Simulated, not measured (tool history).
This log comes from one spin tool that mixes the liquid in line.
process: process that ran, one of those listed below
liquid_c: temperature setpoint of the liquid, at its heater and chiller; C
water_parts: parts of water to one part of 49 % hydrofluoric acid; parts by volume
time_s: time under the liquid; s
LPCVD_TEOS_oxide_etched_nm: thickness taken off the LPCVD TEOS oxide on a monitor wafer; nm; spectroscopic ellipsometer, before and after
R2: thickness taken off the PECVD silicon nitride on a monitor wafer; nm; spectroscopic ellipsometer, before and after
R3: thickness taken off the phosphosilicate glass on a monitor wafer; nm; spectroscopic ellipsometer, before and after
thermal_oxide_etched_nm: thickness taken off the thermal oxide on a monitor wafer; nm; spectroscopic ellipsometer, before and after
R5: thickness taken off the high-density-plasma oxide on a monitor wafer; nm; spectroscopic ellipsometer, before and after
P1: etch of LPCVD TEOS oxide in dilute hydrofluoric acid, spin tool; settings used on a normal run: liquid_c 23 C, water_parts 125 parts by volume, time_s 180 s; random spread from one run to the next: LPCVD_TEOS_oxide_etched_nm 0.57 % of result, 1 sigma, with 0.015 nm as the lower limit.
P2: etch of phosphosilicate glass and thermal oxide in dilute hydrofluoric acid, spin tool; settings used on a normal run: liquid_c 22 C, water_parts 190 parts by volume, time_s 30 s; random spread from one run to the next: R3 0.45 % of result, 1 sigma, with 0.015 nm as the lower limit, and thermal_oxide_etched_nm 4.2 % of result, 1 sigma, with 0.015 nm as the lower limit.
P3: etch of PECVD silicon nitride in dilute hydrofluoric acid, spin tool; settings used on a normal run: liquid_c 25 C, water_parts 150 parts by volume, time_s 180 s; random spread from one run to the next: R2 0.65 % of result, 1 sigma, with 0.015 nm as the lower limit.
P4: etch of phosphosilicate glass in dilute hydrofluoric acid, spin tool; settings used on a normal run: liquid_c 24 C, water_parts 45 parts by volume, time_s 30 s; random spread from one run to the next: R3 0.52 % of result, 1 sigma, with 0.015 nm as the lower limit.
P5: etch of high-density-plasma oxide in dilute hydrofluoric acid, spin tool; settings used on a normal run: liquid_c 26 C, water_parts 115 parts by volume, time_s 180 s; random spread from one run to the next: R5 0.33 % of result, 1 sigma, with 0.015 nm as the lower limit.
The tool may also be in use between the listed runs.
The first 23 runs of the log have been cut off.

{"run": 24, "hour": 215.8, "process": "P1", "liquid_c": 23, "water_parts": 125, "time_s": 95, "LPCVD_TEOS_oxide_etched_nm": 12.102}
{"run": 25, "hour": 223.3, "process": "P1", "liquid_c": 23, "water_parts": 215, "time_s": 180, "LPCVD_TEOS_oxide_etched_nm": 12.1}
{"run": 26, "hour": 231.9, "process": "P3", "liquid_c": 32.5, "water_parts": 150, "time_s": 180, "R2": 6.2032}
{"run": 27, "hour": 237.5, "process": "P5", "liquid_c": 26, "water_parts": 115, "time_s": 355, "R5": 18.934}
{"run": 28, "hour": 247.1, "process": "P1", "liquid_c": 23, "water_parts": 125, "time_s": 180, "LPCVD_TEOS_oxide_etched_nm": 23.126}
{"run": 29, "hour": 258.9, "process": "P2", "liquid_c": 22, "water_parts": 190, "time_s": 30, "R3": 16.153, "thermal_oxide_etched_nm": 0.59586}
{"run": 30, "hour": 266.8, "process": "P1", "liquid_c": 23, "water_parts": 125, "time_s": 180, "LPCVD_TEOS_oxide_etched_nm": 23.014}
{"run": 31, "hour": 274.1, "process": "P1", "liquid_c": 23, "water_parts": 125, "time_s": 180, "LPCVD_TEOS_oxide_etched_nm": 22.915}
{"run": 32, "hour": 284.6, "process": "P1", "liquid_c": 23, "water_parts": 125, "time_s": 180, "LPCVD_TEOS_oxide_etched_nm": 22.006}
{"run": 33, "hour": 291.3, "process": "P1", "liquid_c": 23, "water_parts": 125, "time_s": 180, "LPCVD_TEOS_oxide_etched_nm": 21.655}
{"run": 34, "hour": 299.0, "process": "P1", "liquid_c": 23, "water_parts": 125, "time_s": 180, "LPCVD_TEOS_oxide_etched_nm": 21.53}
{"run": 35, "hour": 306.5, "process": "P1", "liquid_c": 23, "water_parts": 125, "time_s": 180, "LPCVD_TEOS_oxide_etched_nm": 21.451}
{"run": 36, "hour": 314.5, "process": "P1", "liquid_c": 23, "water_parts": 125, "time_s": 180, "LPCVD_TEOS_oxide_etched_nm": 21.284}
{"run": 37, "hour": 319.9, "process": "P1", "liquid_c": 23, "water_parts": 125, "time_s": 180, "LPCVD_TEOS_oxide_etched_nm": 21.313}
{"run": 38, "hour": 326.6, "process": "P1", "liquid_c": 23, "water_parts": 125, "time_s": 180, "LPCVD_TEOS_oxide_etched_nm": 21.246}

What does the tool deliver on the next run?
{"run": 39, "hour": 334.2, "process": "P1", "liquid_c": 23, "water_parts": 125, "time_s": 180, "LPCVD_TEOS_oxide_etched_nm": "?"}

{"run 39": {"LPCVD_TEOS_oxide_etched_nm": 21.111}}
